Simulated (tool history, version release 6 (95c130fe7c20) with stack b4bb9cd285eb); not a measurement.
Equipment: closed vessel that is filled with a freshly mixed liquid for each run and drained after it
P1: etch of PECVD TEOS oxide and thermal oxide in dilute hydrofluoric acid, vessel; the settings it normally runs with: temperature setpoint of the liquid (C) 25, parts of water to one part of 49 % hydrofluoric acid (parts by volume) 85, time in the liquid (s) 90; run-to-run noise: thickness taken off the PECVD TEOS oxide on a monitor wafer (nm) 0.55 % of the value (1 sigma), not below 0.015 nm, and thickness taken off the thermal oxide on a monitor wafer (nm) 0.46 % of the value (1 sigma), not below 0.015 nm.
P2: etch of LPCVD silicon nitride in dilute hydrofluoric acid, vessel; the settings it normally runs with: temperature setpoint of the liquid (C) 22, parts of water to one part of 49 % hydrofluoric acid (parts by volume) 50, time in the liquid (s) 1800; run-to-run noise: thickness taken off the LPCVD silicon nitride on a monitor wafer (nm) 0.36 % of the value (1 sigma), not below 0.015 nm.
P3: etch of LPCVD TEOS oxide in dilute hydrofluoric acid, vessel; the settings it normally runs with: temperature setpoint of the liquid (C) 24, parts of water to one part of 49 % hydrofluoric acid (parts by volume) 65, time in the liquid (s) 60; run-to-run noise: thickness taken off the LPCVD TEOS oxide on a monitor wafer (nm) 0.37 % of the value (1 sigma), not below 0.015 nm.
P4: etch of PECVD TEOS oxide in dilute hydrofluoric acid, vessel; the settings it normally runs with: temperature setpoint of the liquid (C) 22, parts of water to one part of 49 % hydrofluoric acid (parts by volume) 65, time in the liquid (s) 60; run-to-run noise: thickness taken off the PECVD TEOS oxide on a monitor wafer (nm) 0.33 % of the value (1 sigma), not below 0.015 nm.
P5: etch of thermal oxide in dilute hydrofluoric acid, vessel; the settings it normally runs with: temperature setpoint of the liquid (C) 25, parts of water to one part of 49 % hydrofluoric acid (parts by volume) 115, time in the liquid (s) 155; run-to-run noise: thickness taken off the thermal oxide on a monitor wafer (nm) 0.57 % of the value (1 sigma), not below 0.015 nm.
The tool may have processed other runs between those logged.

run,hour,process that ran,temperature setpoint of the liquid (C),parts of water to one part of 49 % hydrofluoric acid (parts by volume),time in the liquid (s),thickness taken off the PECVD TEOS oxide on a monitor wafer (nm),thickness taken off the thermal oxide on a monitor wafer (nm),thickness taken off the LPCVD silicon nitride on a monitor wafer (nm),thickness taken off the LPCVD TEOS oxide on a monitor wafer (nm)
1,5.2,P1,25,85,90,15.393,5.3678,,
2,10.9,P2,18,50,1800,,,10.146,
3,19,P5,25,115,155,,6.2429,,
4,25.7,P1,28.5,85,90,17.591,6.1914,,
5,33.1,P2,22,50,1800,,,13.301,
6,40.6,P2,22,80,1800,,,8.4149,
7,50.8,P1,25,85,160,27.583,9.5111,,
8,58.5,P1,25,145,90,8.4205,2.9616,,
9,64.9,P1,25,85,90,15.43,5.4015,,
10,70.6,P5,25,115,155,,6.2587,,
11,75.8,P4,22,65,95,38.906,,,
12,84.6,P3,24,65,115,,,,30.71
13,93.6,P1,25,85,30,5.1205,1.7868,,
14,103.8,P1,25,30,150,78.656,27.278,,
15,110.5,P1,32,50,90,35.902,12.641,,
16,116.1,P5,25,115,260,,10.597,,
17,123.6,P5,25,190,155,,3.4257,,
18,129,P2,22,50,1800,,,13.384,
19,137.8,P3,17,65,60,,,,11.917
20,144.5,P4,22,65,60,24.631,,,
21,151.9,P1,25,85,90,15.425,5.3595,,
22,159.9,P1,25,85,90,15.443,5.4011,,
23,167,P5,30,115,155,,7.5382,,
24,175.9,P1,25,85,90,15.211,5.4009,,
25,181.2,P1,25,85,90,15.408,5.42,,
26,185.7,P3,24,65,60,,,,16.096
27,192,P3,24,65,60,,,,15.966
28,198.6,P4,17,65,60,19.881,,,
29,208.1,P2,22,50,3555,,,26.286,
30,215,P4,22,30,60,55.521,,,
31,224.8,P3,24,40,60,,,,26.96
32,234.1,P1,25,35,90,40.21,13.885,,
33,239.2,P1,18.5,85,90,11.914,4.1538,,
34,244.5,P1,25,85,90,15.471,5.3523,,
35,249.3,P1,25,85,90,15.338,5.3712,,
36,253.8,P1,25,85,90,15.675,5.5723,,
37,260,P1,25,85,90,16.366,5.7091,,
38,266.2,P1,25,85,90,16.565,5.7909,,
39,274.7,P1,25,85,90,16.496,5.813,,
40,282.4,P1,25,85,90,16.899,5.8899,,
41,291.8,P1,25,85,90,16.892,5.9582,,
42,301.8,P1,25,85,90,16.839,5.9352,,

The output of P1 has drifted from where it used to be. Each of the 2 causes below, taken at the size shown beside it, accounts for the log equally well:
A: hydrofluoric acid flow above the setpoint (%) = 8.7
B: liquid hotter than its thermometer reads (K) = 2.35
The creep began at about hour 249.3.

4 check runs are offered, one wafer each, their results left as question marks. Which one tells the causes apart?
check 1,311.8,P4,22,65,60,?,,,
check 2,311.8,P5,25,115,155,,?,,
check 3,311.8,P2,22,50,1800,,,?,
check 4,311.8,P3,24,65,60,,,,?

What each check would give under each cause:
check,result,if A,if B
check 1,thickness taken off the PECVD TEOS oxide on a monitor wafer (nm),26.874,27.046
check 2,thickness taken off the thermal oxide on a monitor wafer (nm),6.86,6.8288
check 3,thickness taken off the LPCVD silicon nitride on a monitor wafer (nm),14.452,15.627
check 4,thickness taken off the LPCVD TEOS oxide on a monitor wafer (nm),17.538,17.617
Per-check spread between the two closest causes, in the result where they differ most: check 1 0.64 %; check 2 0.46 %; check 3 7.82 %; check 4 0.45 %
Only check 3 tells the causes apart: in the others they would give nearly the same result.

Check 3 has now been run. It gave: thickness taken off the LPCVD silicon nitride on a monitor wafer (nm) 14.456. Which of the candidate causes is it?

It is A: hydrofluoric acid flow above the setpoint (%).
